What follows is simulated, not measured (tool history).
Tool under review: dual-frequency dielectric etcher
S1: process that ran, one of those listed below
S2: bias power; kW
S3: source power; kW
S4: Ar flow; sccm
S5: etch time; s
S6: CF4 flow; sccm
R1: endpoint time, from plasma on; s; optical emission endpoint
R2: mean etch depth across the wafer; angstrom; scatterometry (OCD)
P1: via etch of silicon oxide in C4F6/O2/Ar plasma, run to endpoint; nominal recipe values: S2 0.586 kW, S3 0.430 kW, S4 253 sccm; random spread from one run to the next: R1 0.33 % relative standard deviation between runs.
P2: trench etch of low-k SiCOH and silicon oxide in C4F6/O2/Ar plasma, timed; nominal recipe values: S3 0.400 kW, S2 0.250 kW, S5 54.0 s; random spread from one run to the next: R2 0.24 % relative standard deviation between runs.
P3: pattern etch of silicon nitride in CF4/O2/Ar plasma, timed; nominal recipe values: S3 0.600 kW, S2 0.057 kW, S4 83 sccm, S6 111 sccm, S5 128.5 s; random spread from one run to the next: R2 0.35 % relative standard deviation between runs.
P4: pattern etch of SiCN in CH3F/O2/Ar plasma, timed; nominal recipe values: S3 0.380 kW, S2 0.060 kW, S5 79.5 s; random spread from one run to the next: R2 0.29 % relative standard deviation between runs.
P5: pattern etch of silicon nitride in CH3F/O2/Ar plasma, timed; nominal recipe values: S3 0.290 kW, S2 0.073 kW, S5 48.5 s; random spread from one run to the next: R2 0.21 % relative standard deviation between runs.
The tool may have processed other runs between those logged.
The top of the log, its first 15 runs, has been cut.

run,hour,S1,S2,S3,S4,S5,S6,R1,R2
16,71.5,P4,0.060,0.480,,79.5,,,303.60
17,77.9,P4,0.073,0.380,,79.5,,,296.20
18,80.9,P1,0.586,0.430,253,,,14.628,
19,86.9,P1,0.586,0.430,173,,,14.136,
20,93.1,P1,0.586,0.430,253,,,14.704,
21,97.8,P3,0.057,0.600,83,128.5,76,,2966.10
# hour 101.7: wet clean of the chamber
22,103.5,P1,0.586,0.600,345,,,13.415,
23,107.2,P4,0.060,0.380,,79.5,,,277.09
24,112.4,P1,0.586,0.580,253,,,13.079,
25,116.4,P3,0.057,0.600,83,128.5,111,,3114.70
26,120.8,P1,0.586,0.430,253,,,14.631,

Run 27, settings as shown, results not yet in. Your forecast:
27,125.5,P5,0.073,0.400,,48.5,,,?

{"run 27": {"R2": 350.81}}
